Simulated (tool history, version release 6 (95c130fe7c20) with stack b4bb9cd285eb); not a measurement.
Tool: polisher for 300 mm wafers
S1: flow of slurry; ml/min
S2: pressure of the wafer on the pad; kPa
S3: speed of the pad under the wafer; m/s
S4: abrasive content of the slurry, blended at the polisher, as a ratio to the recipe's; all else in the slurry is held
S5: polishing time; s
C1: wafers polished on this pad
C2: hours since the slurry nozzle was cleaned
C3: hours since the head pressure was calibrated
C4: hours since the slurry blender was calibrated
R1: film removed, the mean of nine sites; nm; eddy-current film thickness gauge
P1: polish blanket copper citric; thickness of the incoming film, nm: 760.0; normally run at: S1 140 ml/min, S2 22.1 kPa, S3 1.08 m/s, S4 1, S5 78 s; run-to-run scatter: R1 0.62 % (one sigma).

run   hour   S1    S2    S3   S4   S5    C1     C2      C3     C4      R1
  1      7  140  22.1  1.08    1   78   492  555.7   962.2  214.9  188.32
  2     14  140  22.1  1.64    1  113   558  562.7   969.2  221.9  412.68
  3   28.4  140  22.1  1.08  0.5   78   695  577.1   983.6  236.3  163.76
  4   42.7  140  22.1  1.58    1   78   830  591.4   997.9  250.6  272.17
  5   56.7  140  31.7  1.08    1   78   962  605.4  1011.9  264.6  268.25
  6   70.5  140  22.1  1.08    1   78  1093  619.2  1025.7  278.4  187.96
  7   79.4  140  22.1  0.54    1   78  1177  628.1  1034.6  287.3   95.42
  8   93.6  140  22.1  1.08  0.7  117  1311  642.3  1048.8  301.5   260.2
  9  106.2  140  22.1  1.08    1   78  1431  654.9  1061.4  314.1  188.58
 10  118.1  140  22.1  1.08    1   78  1543  666.8  1073.3    326  188.66
 11  124.7  140  22.1  1.08    1   78  1606  673.4  1079.9  332.6  185.65
 12  132.4  140  22.1  1.08    1  120  1679  681.1  1087.6  340.3  286.64
 13  143.3  140  22.1  1.08    1   48  1782    692  1098.5  351.2  116.36
 14  154.7  140  16.5  1.08    1   78  1890  703.4  1109.9  362.6  140.73
 15  162.5  140  22.1  1.34    1  110  1963  711.2  1117.7  370.4  327.47
 16  176.5   95  22.1  1.08    1   78  2096  725.2  1131.7  384.4  171.07
 17  189.1  215  22.1  1.08    1   78  2215  737.8  1144.3    397  200.46
 18  196.5  140  22.1  1.08  1.4   78  2285  745.2  1151.7  404.4  204.62
 19  204.5  140  22.1  1.08    1   78  2361  753.2  1159.7  412.4  187.19
 20  216.9  140  22.1  1.08    1   78  2478  765.6  1172.1  424.8  183.95
 21    231  140  22.1  1.08    1   78  2612  779.7  1186.2  438.9  179.92
 22  244.4  140  22.1  1.08    1   78  2738  793.1  1199.6  452.3  176.94
 23  254.9  140  22.1  1.08    1   78  2838  803.6  1210.1  462.8  174.19
     260.4  -- worn pad replaced by a new one
     264.2  -- slurry blender recalibrated
 24  264.5  140  22.1  1.08    1   78    39  813.2  1219.7    0.4  171.91
 25  273.6  140  22.1  1.08    1   78   125  822.3  1228.8    9.5   172.4
 26  281.3  140  22.1  1.08    1   78   198    830  1236.5   17.2  172.23

The next listed run, before its measurement:
 27  291.4  140  22.1  1.08   1  78  293  840.1  1246.6  27.3   ?

{"run 27": {"R1": 170.31}}
